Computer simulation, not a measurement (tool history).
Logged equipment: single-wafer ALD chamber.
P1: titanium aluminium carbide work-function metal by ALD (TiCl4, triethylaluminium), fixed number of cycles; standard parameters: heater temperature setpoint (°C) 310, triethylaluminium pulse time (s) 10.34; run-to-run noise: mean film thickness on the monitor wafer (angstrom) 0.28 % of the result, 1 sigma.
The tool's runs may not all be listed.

run,day,heater temperature setpoint (°C),triethylaluminium pulse time (s),hours since the last thermocouple change,hours since the last triethylaluminium bottle change,mean film thickness on the monitor wafer (angstrom)
1,0.371,310,10.34,1578.9,362.8,21.316
2,0.758,310,4.18,1588.2,372.1,16.760
3,1.275,325,15.91,1600.6,384.5,23.260
4,1.854,310,13.52,1614.5,398.4,21.882
5,2.388,310,10.34,1627.3,411.2,21.371
6,2.854,310,10.34,1638.5,422.4,21.311
7,3.408,335,10.34,1651.8,435.7,23.643
8,3.721,310,10.34,1659.3,443.2,21.414
9,4.025,289,10.34,1666.6,450.5,19.461
10,4.483,323,4.23,1677.6,461.5,17.869
11,5.167,330,6.98,1694.0,477.9,21.685
12,5.675,310,10.34,1706.2,490.1,21.315
13,6.008,310,10.34,1714.2,498.1,21.313
14,6.362,310,10.34,1722.7,506.6,21.376
15,6.871,310,10.34,1734.9,518.8,21.183
16,7.300,310,10.34,1745.2,529.1,21.249
17,7.658,310,10.34,1753.8,537.7,21.039
18,8.292,310,10.34,1769.0,552.9,21.018
19,8.625,310,10.34,1777.0,560.9,21.051
20,9.058,310,10.34,1787.4,571.3,20.982
21,9.667,310,10.34,1802.0,585.9,21.039
22,10.217,310,10.34,1815.2,599.1,21.003
23,10.679,310,10.34,1826.3,610.2,21.035

P1 no longer gives what it gave before; its output has crept away from where it was. The following 2 causes, each at its listed size, fit the log equally well:
A: triethylaluminium dose below that of a fresh bottle (%) = 12.1
B: wafer temperature below the value expected at the setpoint (K) = 3.76
The creep began at about day 6.362.

4 check runs are offered, one wafer each, their results left as question marks. Which one tells the causes apart?
check 1,11.142,297,5.08,,,?
check 2,11.142,322,10.34,,,?
check 3,11.142,334,10.34,,,?
check 4,11.142,292,10.34,,,?

If the cause were each of the candidates in turn, the checks would give the following:
check,result,if A,if B
check 1,mean film thickness on the monitor wafer (angstrom),16.341,16.910
check 2,mean film thickness on the monitor wafer (angstrom),22.103,22.115
check 3,mean film thickness on the monitor wafer (angstrom),23.176,23.203
check 4,mean film thickness on the monitor wafer (angstrom),19.461,19.439
Distance between the nearest two causes, measured in the result of the check that separates them most: check 1 3.42 %; check 2 0.06 %; check 3 0.12 %; check 4 0.11 %
Check 1 is the one run that separates the causes; every other check would come out nearly the same whichever cause is at work.

The results of check 1 are: mean film thickness on the monitor wafer (angstrom) 16.921. Based on these, which of the listed causes is it?

It was cause B: wafer temperature below the value expected at the setpoint (K).
